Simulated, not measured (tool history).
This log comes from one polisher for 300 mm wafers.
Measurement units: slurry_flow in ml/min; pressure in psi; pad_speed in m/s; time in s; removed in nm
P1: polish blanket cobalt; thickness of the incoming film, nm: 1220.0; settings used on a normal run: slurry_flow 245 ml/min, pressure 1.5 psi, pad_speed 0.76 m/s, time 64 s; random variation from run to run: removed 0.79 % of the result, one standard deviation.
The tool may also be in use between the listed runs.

| run | hour | slurry_flow | pressure | pad_speed | time | wafers polished on this pad | hours since the slurry nozzle was cleaned | hours since the head pressure was calibrated | removed |
|---|---|---|---|---|---|---|---|---|---|
| 1 | 3.7 | 245 | 1.5 | 0.76 | 64 | 564 | 174.8 | 324.1 | 227.26 |
| 2 | 6.2 | 245 | 1.5 | 0.76 | 64 | 597 | 177.3 | 326.6 | 224.27 |
| 3 | 9.7 | 245 | 1.1 | 0.76 | 64 | 643 | 180.8 | 330.1 | 163.69 |
| 4 | 12 | 245 | 1.5 | 0.76 | 64 | 674 | 183.1 | 332.4 | 226.44 |
| 5 | 16.4 | 155 | 1.5 | 0.58 | 64 | 732 | 187.5 | 336.8 | 162.66 |
| 6 | 19.7 | 245 | 1.5 | 0.76 | 97 | 776 | 190.8 | 340.1 | 345.49 |
| 7 | 22.3 | 245 | 1.5 | 0.76 | 29 | 811 | 193.4 | 342.7 | 102.67 |
| 8 | 25.1 | 245 | 1.5 | 0.76 | 64 | 848 | 196.2 | 345.5 | 226.66 |
| 9 | 28.2 | 245 | 2.3 | 0.76 | 64 | 889 | 199.3 | 348.6 | 342.48 |
| 10 | 30.5 | 245 | 1.5 | 0.54 | 64 | 919 | 201.6 | 350.9 | 160.45 |
| 11 | 34.3 | 145 | 1.5 | 0.76 | 64 | 970 | 205.4 | 354.7 | 211.11 |
| 12 | 36.5 | 245 | 1.5 | 1 | 64 | 999 | 207.6 | 356.9 | 296.4 |
| 13 | 40.8 | 245 | 2.3 | 0.76 | 42 | 1056 | 211.9 | 361.2 | 227.1 |
| 14 | 45.3 | 325 | 1.5 | 0.76 | 64 | 1115 | 216.4 | 365.7 | 229.5 |
| 15 | 49.5 | 245 | 1.5 | 0.76 | 64 | 1171 | 220.6 | 369.9 | 223.77 |
| 16 | 51.7 | 245 | 1.5 | 0.76 | 64 | 1200 | 222.8 | 372.1 | 220.45 |
| 17 | 55.9 | 245 | 1.5 | 0.76 | 64 | 1256 | 227 | 376.3 | 217.46 |
| 18 | 60.3 | 245 | 1.5 | 0.76 | 64 | 1314 | 231.4 | 380.7 | 216.81 |
| 19 | 64 | 245 | 1.5 | 0.76 | 64 | 1363 | 235.1 | 384.4 | 211.88 |
| 20 | 66.4 | 245 | 1.5 | 0.76 | 64 | 1395 | 237.5 | 386.8 | 212.81 |
| 21 | 70.9 | 245 | 1.5 | 0.76 | 64 | 1455 | 242 | 391.3 | 212.48 |
| 22 | 74.9 | 245 | 1.5 | 0.76 | 64 | 1508 | 246 | 395.3 | 212.7 |
|  | 76.8 | worn pad replaced by a new one |
| 23 | 79.7 | 245 | 1.5 | 0.76 | 64 | 38 | 250.8 | 400.1 | 212.49 |
| 24 | 83.7 | 245 | 1.5 | 0.76 | 64 | 91 | 254.8 | 404.1 | 209.39 |
| 25 | 86.1 | 245 | 1.5 | 0.76 | 64 | 123 | 257.2 | 406.5 | 212.21 |
| 26 | 88.9 | 245 | 1.5 | 0.76 | 64 | 160 | 260 | 409.3 | 210.3 |

The log shows P1 creeping away from where it was. Any of the 2 causes listed here, at the size stated for it, fits the log just as well as the others:
A: head's pressure below its setpoint, % = 6.1
B: slurry flow missing at the pad, % = 36.9
The gradual shift began around hour 49.5.
The rest of the possible causes, and what rules out each one:
removal rate lost through wear of the pad, %: serviced at hour 76.8, which brought nothing back

Which of the 4 check runs listed below, each an average over 5 wafers with its results shown as question marks, gives clearly different results under the different listed causes?
| check 1 | 91.7 | 165 | 1.5 | 0.76 | 64 |  |  |  | ? |
| check 2 | 91.7 | 245 | 2.2 | 0.76 | 64 |  |  |  | ? |
| check 3 | 91.7 | 245 | 2 | 0.76 | 64 |  |  |  | ? |
| check 4 | 91.7 | 245 | 1.5 | 0.76 | 30 |  |  |  | ? |

What every check run would give for each of its results, assuming each possible cause in turn:
| check | result | if A | if B |
|---|---|---|---|
| check 1 | removed | 200.59 | 195.05 |
| check 2 | removed | 310.04 | 309.99 |
| check 3 | removed | 281.86 | 281.81 |
| check 4 | removed | 99.09 | 99.074 |
Gap, in per cent, between the two causes that each check separates least, read from the result that separates them most: check 1 2.8 %; check 2 0.02 %; check 3 0.02 %; check 4 0.02 %
The causes can be told apart only by check 1. The other checks would give nearly the same results under each of them.

After running check 1, the following was obtained: removed 199.54 nm. Which cause does this point to?

It is A: head's pressure below its setpoint, %.
